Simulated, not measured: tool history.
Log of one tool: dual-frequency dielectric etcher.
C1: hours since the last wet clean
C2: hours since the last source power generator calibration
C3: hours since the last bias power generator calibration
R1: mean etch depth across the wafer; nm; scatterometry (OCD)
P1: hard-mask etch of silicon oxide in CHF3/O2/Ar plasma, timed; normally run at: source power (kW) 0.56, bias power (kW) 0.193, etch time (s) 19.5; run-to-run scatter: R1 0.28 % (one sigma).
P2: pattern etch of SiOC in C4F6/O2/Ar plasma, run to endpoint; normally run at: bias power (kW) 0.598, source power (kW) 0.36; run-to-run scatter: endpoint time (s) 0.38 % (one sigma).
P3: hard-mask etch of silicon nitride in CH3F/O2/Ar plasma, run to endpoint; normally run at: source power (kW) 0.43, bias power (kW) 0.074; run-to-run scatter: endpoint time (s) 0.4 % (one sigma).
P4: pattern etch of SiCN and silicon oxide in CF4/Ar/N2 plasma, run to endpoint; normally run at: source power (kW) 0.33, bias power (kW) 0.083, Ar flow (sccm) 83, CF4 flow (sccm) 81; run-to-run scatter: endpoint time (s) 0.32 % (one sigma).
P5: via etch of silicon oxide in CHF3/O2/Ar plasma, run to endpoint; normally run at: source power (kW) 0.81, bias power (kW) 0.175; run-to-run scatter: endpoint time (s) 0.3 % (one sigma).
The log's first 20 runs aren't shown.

-- hour=128.5 bias power generator calibrated
run 21 hour=129.9 | process_that_ran=P5 source_power_(kW)=0.81 bias_power_(kW)=0.175 | C1=520.2 C2=1792.8 C3=1.4 | endpoint_time_(s)=190.26
run 22 hour=136.5 | process_that_ran=P1 source_power_(kW)=0.56 bias_power_(kW)=0.193 etch_time_(s)=27.5 | C1=526.8 C2=1799.4 C3=8 | R1=54.361
run 23 hour=145.2 | process_that_ran=P1 source_power_(kW)=0.45 bias_power_(kW)=0.193 etch_time_(s)=19.5 | C1=535.5 C2=1808.1 C3=16.7 | R1=35.522
run 24 hour=149.6 | process_that_ran=P3 source_power_(kW)=0.61 bias_power_(kW)=0.074 | C1=539.9 C2=1812.5 C3=21.1 | endpoint_time_(s)=51.094
run 25 hour=154 | process_that_ran=P1 source_power_(kW)=0.56 bias_power_(kW)=0.193 etch_time_(s)=19.5 | C1=544.3 C2=1816.9 C3=25.5 | R1=38.341
run 26 hour=161.8 | process_that_ran=P4 source_power_(kW)=0.33 bias_power_(kW)=0.083 Ar_flow_(sccm)=53 CF4_flow_(sccm)=81 | C1=552.1 C2=1824.7 C3=33.3 | endpoint_time_(s)=20.994
run 27 hour=168.3 | process_that_ran=P1 source_power_(kW)=0.56 bias_power_(kW)=0.256 etch_time_(s)=26.5 | C1=558.6 C2=1831.2 C3=39.8 | R1=57.795
run 28 hour=174.4 | process_that_ran=P1 source_power_(kW)=0.68 bias_power_(kW)=0.193 etch_time_(s)=19.5 | C1=564.7 C2=1837.3 C3=45.9 | R1=41.461
run 29 hour=179.9 | process_that_ran=P1 source_power_(kW)=0.56 bias_power_(kW)=0.246 etch_time_(s)=19.5 | C1=570.2 C2=1842.8 C3=51.4 | R1=41.932
run 30 hour=185.9 | process_that_ran=P1 source_power_(kW)=0.56 bias_power_(kW)=0.193 etch_time_(s)=19.5 | C1=576.2 C2=1848.8 C3=57.4 | R1=38.407
run 31 hour=193.6 | process_that_ran=P1 source_power_(kW)=0.56 bias_power_(kW)=0.193 etch_time_(s)=19.5 | C1=583.9 C2=1856.5 C3=65.1 | R1=38.851

The next listed run, before its measurement:
run 32 hour=201.1 | process_that_ran=P1 source_power_(kW)=0.56 bias_power_(kW)=0.193 etch_time_(s)=19.5 | C1=591.4 C2=1864 C3=72.6 | R1=?

{"run 32": {"R1": 38.714}}
